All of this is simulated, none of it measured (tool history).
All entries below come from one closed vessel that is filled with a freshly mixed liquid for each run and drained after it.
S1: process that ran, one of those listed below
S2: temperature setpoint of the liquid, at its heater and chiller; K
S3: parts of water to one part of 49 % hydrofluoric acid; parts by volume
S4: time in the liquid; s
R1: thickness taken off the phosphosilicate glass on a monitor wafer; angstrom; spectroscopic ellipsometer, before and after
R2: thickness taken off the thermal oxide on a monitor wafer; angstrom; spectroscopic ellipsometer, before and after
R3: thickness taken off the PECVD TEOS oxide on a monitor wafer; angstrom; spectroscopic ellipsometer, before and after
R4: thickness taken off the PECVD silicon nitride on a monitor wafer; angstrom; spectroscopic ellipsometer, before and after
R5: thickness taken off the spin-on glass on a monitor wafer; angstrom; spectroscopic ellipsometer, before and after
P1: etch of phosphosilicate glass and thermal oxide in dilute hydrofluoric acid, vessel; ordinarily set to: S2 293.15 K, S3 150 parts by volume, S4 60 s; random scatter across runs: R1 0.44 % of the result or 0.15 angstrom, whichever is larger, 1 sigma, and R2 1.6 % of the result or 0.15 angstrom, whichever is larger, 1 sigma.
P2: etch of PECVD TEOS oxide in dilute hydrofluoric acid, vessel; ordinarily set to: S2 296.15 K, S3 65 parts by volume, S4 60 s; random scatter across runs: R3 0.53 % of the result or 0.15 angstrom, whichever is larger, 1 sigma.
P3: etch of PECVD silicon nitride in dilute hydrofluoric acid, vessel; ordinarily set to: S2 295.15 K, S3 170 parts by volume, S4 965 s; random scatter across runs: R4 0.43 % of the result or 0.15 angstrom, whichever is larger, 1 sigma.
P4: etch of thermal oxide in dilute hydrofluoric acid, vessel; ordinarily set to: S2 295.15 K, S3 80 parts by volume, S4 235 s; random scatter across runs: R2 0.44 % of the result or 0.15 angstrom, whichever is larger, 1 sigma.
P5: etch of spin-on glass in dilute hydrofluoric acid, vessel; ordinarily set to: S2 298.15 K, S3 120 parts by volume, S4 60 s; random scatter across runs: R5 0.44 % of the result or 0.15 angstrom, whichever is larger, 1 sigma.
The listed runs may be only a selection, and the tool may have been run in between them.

run,day,S1,S2,S3,S4,R1,R2,R3,R4,R5
1,0.15,P1,293.15,150,60,563.42,14.762,,,
2,0.471,P1,290.15,40,60,2096.3,54.61,,,
3,0.633,P4,290.15,80,235,,109.56,,,
4,0.9,P2,296.15,65,60,,,171.61,,
5,1.046,P1,290.15,150,60,499.35,13.118,,,
6,1.25,P2,296.15,115,60,,,90,,
7,1.433,P1,293.15,150,30,281.58,7.0706,,,
8,1.646,P3,295.15,170,260,,,,31.514,
9,1.925,P3,295.15,170,965,,,,116.58,
10,2.162,P5,298.15,120,60,,,,,196.47
11,2.454,P4,295.15,45,235,,255.17,,,
12,2.767,P1,293.15,245,60,315.11,7.9457,,,
13,2.904,P5,298.15,35,60,,,,,750.58
14,3.208,P1,293.15,150,60,565.79,14.6,,,
15,3.483,P1,293.15,150,60,562.9,14.369,,,
16,3.712,P1,293.15,150,60,564.71,14.702,,,
17,3.975,P5,298.15,120,95,,,,,310.84
18,4.183,P2,302.15,65,60,,,217.18,,
19,4.367,P5,302.15,120,60,,,,,227.32
20,4.625,P4,295.15,80,415,,238.94,,,
21,4.929,P4,295.15,80,235,,136.2,,,
22,5.138,P5,298.15,120,60,,,,,199.45
23,5.442,P1,293.15,150,60,563.67,14.553,,,
24,5.679,P1,293.15,70,60,1322.9,33.747,,,

Run 25 has not been measured yet. What should we expect?
25,5.954,P2,296.15,65,110,,,?,,

R3: 311.44 angstrom
